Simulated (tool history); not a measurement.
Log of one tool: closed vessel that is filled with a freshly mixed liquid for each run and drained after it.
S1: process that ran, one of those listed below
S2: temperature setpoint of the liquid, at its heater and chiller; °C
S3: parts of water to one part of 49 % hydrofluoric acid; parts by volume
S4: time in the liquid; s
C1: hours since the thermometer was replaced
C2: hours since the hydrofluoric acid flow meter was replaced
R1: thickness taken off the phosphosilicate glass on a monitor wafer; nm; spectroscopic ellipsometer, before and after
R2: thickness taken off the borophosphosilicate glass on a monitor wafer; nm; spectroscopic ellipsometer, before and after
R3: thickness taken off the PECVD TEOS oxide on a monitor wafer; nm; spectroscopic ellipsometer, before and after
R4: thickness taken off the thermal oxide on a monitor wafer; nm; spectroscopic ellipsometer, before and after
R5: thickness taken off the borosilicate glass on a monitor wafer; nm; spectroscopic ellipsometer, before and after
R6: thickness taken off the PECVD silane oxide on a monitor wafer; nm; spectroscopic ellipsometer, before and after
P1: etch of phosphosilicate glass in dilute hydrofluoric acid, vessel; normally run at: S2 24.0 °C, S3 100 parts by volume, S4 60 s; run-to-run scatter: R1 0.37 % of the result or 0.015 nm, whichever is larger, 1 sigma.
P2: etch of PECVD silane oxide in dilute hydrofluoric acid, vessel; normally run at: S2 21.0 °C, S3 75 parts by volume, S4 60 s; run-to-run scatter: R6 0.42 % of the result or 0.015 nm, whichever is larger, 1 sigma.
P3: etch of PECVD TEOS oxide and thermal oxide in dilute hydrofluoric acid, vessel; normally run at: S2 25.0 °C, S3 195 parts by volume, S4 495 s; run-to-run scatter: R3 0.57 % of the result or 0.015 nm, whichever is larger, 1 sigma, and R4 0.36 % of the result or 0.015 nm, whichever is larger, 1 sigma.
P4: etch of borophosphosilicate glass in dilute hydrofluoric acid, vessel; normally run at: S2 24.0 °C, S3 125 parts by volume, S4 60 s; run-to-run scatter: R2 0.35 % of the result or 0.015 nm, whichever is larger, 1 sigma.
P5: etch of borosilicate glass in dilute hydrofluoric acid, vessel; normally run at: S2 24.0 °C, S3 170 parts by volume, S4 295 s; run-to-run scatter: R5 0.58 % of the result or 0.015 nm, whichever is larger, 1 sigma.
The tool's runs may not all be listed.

run 1 hour=8.3 | S1=P1 S2=24.0 S3=100 S4=60 | C1=776.7 C2=1016.2 | R1=68.185
run 2 hour=22.0 | S1=P4 S2=24.0 S3=125 S4=60 | C1=790.4 C2=1029.9 | R2=17.7040
run 3 hour=37.7 | S1=P3 S2=33.5 S3=195 S4=495 | C1=806.1 C2=1045.6 | R3=66.232 R4=15.3670
run 4 hour=51.3 | S1=P1 S2=24.0 S3=100 S4=60 | C1=819.7 C2=1059.2 | R1=67.692
run 5 hour=66.9 | S1=P1 S2=24.0 S3=100 S4=60 | C1=835.3 C2=1074.8 | R1=67.622
run 6 hour=77.7 | S1=P5 S2=24.0 S3=70 S4=295 | C1=846.1 C2=1085.6 | R5=103.150
run 7 hour=88.7 | S1=P3 S2=25.0 S3=340 S4=495 | C1=857.1 C2=1096.6 | R3=24.429 R4=5.6505
run 8 hour=101.2 | S1=P4 S2=18.0 S3=125 S4=60 | C1=869.6 C2=1109.1 | R2=13.9190
run 9 hour=112.3 | S1=P1 S2=24.0 S3=50 S4=95 | C1=880.7 C2=1120.2 | R1=229.470
run 10 hour=122.2 | S1=P1 S2=24.0 S3=100 S4=60 | C1=890.6 C2=1130.1 | R1=67.694
run 11 hour=130.9 | S1=P1 S2=20.0 S3=100 S4=60 | C1=899.3 C2=1138.8 | R1=57.833
run 12 hour=139.0 | S1=P2 S2=28.0 S3=75 S4=60 | C1=907.4 C2=1146.9 | R6=30.596
run 13 hour=151.5 | S1=P2 S2=21.0 S3=110 S4=60 | C1=919.9 C2=1159.4 | R6=15.071
run 14 hour=161.4 | S1=P1 S2=24.0 S3=100 S4=30 | C1=929.8 C2=1169.3 | R1=33.896
run 15 hour=175.3 | S1=P4 S2=24.0 S3=125 S4=30 | C1=943.7 C2=1183.2 | R2=8.8386
run 16 hour=187.5 | S1=P5 S2=31.5 S3=170 S4=295 | C1=955.9 C2=1195.4 | R5=49.100
run 17 hour=195.9 | S1=P1 S2=24.0 S3=100 S4=60 | C1=964.3 C2=1203.8 | R1=67.460
run 18 hour=205.8 | S1=P3 S2=25.0 S3=195 S4=955 | C1=974.2 C2=1213.7 | R3=93.406 R4=21.9160
run 19 hour=218.5 | S1=P1 S2=29.5 S3=100 S4=60 | C1=986.9 C2=1226.4 | R1=83.224
run 20 hour=225.6 | S1=P1 S2=17.0 S3=100 S4=85 | C1=994.0 C2=1233.5 | R1=72.172
run 21 hour=238.7 | S1=P1 S2=29.0 S3=150 S4=60 | C1=1007.1 C2=1246.6 | R1=51.044
run 22 hour=254.4 | S1=P1 S2=24.0 S3=160 S4=60 | C1=1022.8 C2=1262.3 | R1=39.501
run 23 hour=264.0 | S1=P1 S2=24.0 S3=100 S4=110 | C1=1032.4 C2=1271.9 | R1=124.360

Run 24 comes next. What will it give?
run 24 hour=271.3 | S1=P5 S2=24.0 S3=170 S4=425 | C1=1039.7 C2=1279.2 | R5=?

R5: 54.174 nm
